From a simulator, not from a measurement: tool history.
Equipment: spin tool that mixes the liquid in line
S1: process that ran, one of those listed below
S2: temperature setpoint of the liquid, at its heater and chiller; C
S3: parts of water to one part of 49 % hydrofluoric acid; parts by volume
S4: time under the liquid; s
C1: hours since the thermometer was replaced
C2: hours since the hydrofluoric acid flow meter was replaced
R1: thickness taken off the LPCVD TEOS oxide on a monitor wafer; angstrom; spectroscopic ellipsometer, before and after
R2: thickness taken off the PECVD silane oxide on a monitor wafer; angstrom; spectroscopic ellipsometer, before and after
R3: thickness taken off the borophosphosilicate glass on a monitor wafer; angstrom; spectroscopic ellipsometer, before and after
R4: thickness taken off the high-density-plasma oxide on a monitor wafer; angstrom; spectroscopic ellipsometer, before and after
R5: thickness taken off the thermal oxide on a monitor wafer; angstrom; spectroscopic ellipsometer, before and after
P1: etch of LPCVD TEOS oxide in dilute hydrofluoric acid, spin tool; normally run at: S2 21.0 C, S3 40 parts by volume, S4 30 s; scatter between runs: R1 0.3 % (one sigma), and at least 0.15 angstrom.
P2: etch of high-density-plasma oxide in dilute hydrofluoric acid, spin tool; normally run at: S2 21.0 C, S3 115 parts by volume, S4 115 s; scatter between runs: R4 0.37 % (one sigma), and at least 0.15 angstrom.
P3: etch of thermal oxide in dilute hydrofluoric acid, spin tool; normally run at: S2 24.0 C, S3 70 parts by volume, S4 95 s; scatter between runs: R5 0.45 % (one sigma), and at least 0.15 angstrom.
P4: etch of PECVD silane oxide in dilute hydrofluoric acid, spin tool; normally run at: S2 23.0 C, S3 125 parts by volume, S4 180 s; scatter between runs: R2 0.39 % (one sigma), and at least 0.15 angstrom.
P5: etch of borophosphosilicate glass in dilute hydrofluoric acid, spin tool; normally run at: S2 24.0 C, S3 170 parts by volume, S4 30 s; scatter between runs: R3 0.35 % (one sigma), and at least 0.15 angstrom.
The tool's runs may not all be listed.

run   hour  S1    S2   S3   S4     C1     C2       R1       R2       R3       R4       R5
  1   11.8  P1  21.0   40   30  243.7  266.4  210.100
  2   19.7  P1  21.0   40   30  251.6  274.3  210.470
  3   29.4  P4  17.0  125  180  261.3  284.0            277.55
  4   37.7  P1  21.0   40   30  269.6  292.3  210.970
  5   49.2  P4  23.0   45  180  281.1  303.8           1089.50
  6   56.4  P4  23.0  125  180  288.3  311.0            358.16
  7   64.6  P1  27.5   40   30  296.5  319.2  275.050
  8   77.2  P5  17.0  170   30  309.1  331.8                     48.816
  9   88.2  P1  21.0   40   15  320.1  342.8  105.620
 10   95.4  P5  24.0  170   30  327.3  350.0                     63.759
 11  104.7  P2  21.0  115  115  336.6  359.3                              88.198
 12  115.3  P3  24.0   25   95  347.2  369.9                                      208.010
 13  127.5  P5  24.0  170   30  359.4  382.1                     64.054
 14  135.1  P2  21.0  115  115  367.0  389.7                              88.246
 15  143.5  P3  24.0   70  170  375.4  398.1                                      125.230
 16  156.8  P3  24.0   70   95  388.7  411.4                                       69.699
 17  169.8  P1  21.0   65   30  401.7  424.4  125.170
 18  175.7  P1  17.0   40   30  407.6  430.3  176.760
 19  183.3  P2  17.0  115  115  415.2  437.9                              75.112
 20  192.3  P4  23.0  125  180  424.2  446.9            355.83
 21  198.9  P5  24.0  275   30  430.8  453.5                     35.282
 22  209.1  P1  21.0   40   30  441.0  463.7  210.310
 23  218.9  P3  19.0   70   95  450.8  473.5                                       56.723
 24  230.2  P1  21.0   40   65  462.1  484.8  455.240
 25  236.2  P2  21.0   20  115  468.1  490.8                             571.920
 26  245.1  P1  17.0   40   15  477.0  499.7   88.234
 27  252.1  P3  24.0   70   95  484.0  506.7                                       69.379
 28  262.8  P4  23.0  125  305  494.7  517.4            597.02
 29  271.2  P2  21.0  115  205  503.1  525.8                             157.080
 30  282.5  P1  25.5   20   30  514.4  537.1  524.270
 31  293.1  P1  21.0   20   30  525.0  547.7  430.980
 32  299.0  P1  21.0   40   30  530.9  553.6  209.430
 33  309.9  P5  24.0  170   60  541.8  564.5                    129.030
 34  321.5  P1  21.0   40   30  553.4  576.1  210.840
 35  329.5  P1  21.0   40   30  561.4  584.1  218.810
 36  341.0  P1  21.0   40   30  572.9  595.6  226.060
 37  350.2  P1  21.0   40   30  582.1  604.8  230.350
 38  359.6  P1  21.0   40   30  591.5  614.2  231.490
 39  372.3  P1  21.0   40   30  604.2  626.9  233.630
 40  380.0  P1  21.0   40   30  611.9  634.6  231.810
 41  387.8  P1  21.0   40   30  619.7  642.4  232.380

P1 no longer gives what it gave before; its output has crept away from where it was. The following 2 causes, each at its listed size, fit the log equally well:
A: liquid hotter than its thermometer reads (K) = 2.43
B: hydrofluoric acid flow above the setpoint (%) = 10.2
The process output started creeping at around hour 321.5.

The check runs listed below each take one wafer, and their results are still question marks. Under which run would the listed causes lead to clearly different results?
check 1  395.6  P2  21.0   20  195                       ?
check 2  395.6  P5  24.0  270   45                   ?
check 3  395.6  P4  17.5   80  180               ?
check 4  395.6  P3  21.0   70   95                           ?

Predicted outcomes, by check and by cause:
  check  result      if A      if B
check 1      R4  1070.300  1065.500
check 2      R3    59.385    61.670
check 3      R2    517.67    519.17
check 4      R5    68.273    68.615
How far apart the two closest causes lie, in the result that separates them most: check 1 0.45 %; check 2 3.78 %; check 3 0.29 %; check 4 0.5 %
Only in check 2 would the causes give clearly different results; in the remaining checks their results would be nearly the same.

The results of check 2 are: R3 62.191 angstrom. Based on these, which of the listed causes is it?

The cause is B: hydrofluoric acid flow above the setpoint (%).
